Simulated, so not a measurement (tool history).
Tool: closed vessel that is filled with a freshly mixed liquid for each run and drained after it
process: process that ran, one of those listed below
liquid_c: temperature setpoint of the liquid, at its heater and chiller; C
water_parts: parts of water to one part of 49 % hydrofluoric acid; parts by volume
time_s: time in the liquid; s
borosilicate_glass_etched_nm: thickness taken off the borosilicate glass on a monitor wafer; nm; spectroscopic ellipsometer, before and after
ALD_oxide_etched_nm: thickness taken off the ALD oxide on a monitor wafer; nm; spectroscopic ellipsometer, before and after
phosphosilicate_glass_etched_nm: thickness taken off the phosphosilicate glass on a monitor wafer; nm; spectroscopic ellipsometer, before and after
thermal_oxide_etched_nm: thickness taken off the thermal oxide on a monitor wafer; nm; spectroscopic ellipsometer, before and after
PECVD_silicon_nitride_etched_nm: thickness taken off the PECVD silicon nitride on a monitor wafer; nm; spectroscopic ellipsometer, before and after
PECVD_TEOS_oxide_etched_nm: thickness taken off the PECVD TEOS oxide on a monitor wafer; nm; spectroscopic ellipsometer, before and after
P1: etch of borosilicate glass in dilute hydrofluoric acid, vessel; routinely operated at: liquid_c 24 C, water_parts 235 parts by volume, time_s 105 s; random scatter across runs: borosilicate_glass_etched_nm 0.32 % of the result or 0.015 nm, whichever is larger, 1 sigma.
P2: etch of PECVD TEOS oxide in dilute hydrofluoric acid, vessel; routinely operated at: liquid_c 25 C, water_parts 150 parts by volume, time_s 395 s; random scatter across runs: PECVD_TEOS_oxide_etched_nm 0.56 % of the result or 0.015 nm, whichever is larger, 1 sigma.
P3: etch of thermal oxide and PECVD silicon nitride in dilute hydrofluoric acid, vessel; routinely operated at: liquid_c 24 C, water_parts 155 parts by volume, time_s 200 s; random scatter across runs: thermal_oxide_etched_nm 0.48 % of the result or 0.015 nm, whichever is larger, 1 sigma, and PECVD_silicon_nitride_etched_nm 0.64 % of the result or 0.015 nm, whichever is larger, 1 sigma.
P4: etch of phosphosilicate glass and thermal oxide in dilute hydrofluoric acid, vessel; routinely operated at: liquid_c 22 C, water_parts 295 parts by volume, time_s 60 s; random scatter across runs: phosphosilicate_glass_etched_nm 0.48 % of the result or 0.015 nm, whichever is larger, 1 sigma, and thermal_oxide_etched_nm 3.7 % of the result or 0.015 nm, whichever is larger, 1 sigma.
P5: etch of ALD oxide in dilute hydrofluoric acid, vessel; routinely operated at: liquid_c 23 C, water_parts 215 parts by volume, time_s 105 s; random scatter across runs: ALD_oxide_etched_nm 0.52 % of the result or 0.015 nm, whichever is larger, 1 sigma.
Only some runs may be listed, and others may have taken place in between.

| run | hour | process | liquid_c | water_parts | time_s | hours since the thermometer was replaced | hours since the hydrofluoric acid flow meter was replaced | borosilicate_glass_etched_nm | ALD_oxide_etched_nm | phosphosilicate_glass_etched_nm | thermal_oxide_etched_nm | PECVD_silicon_nitride_etched_nm | PECVD_TEOS_oxide_etched_nm |
|---|---|---|---|---|---|---|---|---|---|---|---|---|---|
| 1 | 9.2 | P1 | 24 | 235 | 105 | 674.4 | 1114.2 | 10.238 |  |  |  |  |  |
| 2 | 16.5 | P1 | 20 | 235 | 105 | 681.7 | 1121.5 | 8.8307 |  |  |  |  |  |
| 3 | 26.7 | P5 | 23 | 215 | 30 | 691.9 | 1131.7 |  | 2.4526 |  |  |  |  |
| 4 | 33.6 | P1 | 24 | 235 | 45 | 698.8 | 1138.6 | 4.4029 |  |  |  |  |  |
| 5 | 41.7 | P4 | 22 | 100 | 60 | 706.9 | 1146.7 |  |  | 98.276 | 2.6802 |  |  |
| 6 | 47.1 | P5 | 27 | 215 | 105 | 712.3 | 1152.1 |  | 9.9532 |  |  |  |  |
| 7 | 56 | P5 | 23 | 215 | 105 | 721.2 | 1161 |  | 8.6417 |  |  |  |  |
| 8 | 67.7 | P1 | 24 | 235 | 105 | 732.9 | 1172.7 | 10.291 |  |  |  |  |  |
| 9 | 74.4 | P3 | 24 | 225 | 200 | 739.6 | 1179.4 |  |  |  | 3.4672 | 3.1521 |  |
| 10 | 82 | P1 | 24 | 235 | 105 | 747.2 | 1187 | 10.318 |  |  |  |  |  |
| 11 | 92.8 | P1 | 24 | 75 | 105 | 758 | 1197.8 | 38.833 |  |  |  |  |  |
| 12 | 98.4 | P3 | 24 | 155 | 80 | 763.6 | 1203.4 |  |  |  | 2.172 | 1.837 |  |
| 13 | 108.4 | P1 | 24 | 350 | 105 | 773.6 | 1213.4 | 6.1403 |  |  |  |  |  |
| 14 | 119.2 | P3 | 18.5 | 155 | 200 | 784.4 | 1224.2 |  |  |  | 4.3349 | 3.1398 |  |
| 15 | 129.8 | P1 | 24 | 235 | 160 | 795 | 1234.8 | 15.778 |  |  |  |  |  |
| 16 | 139 | P1 | 24 | 235 | 105 | 804.2 | 1244 | 10.308 |  |  |  |  |  |
| 17 | 149.5 | P1 | 19.5 | 235 | 60 | 814.7 | 1254.5 | 4.9906 |  |  |  |  |  |
| 18 | 160.1 | P3 | 24 | 155 | 200 | 825.3 | 1265.1 |  |  |  | 5.3979 | 4.6037 |  |
| 19 | 171.4 | P2 | 25 | 150 | 395 | 836.6 | 1276.4 |  |  |  |  |  | 37.218 |

Forecast run 20:
| 20 | 183 | P1 | 24 | 235 | 105 | 848.2 | 1288 | ? |  |  |  |  |  |

{"run 20": {"borosilicate_glass_etched_nm": 10.301}}
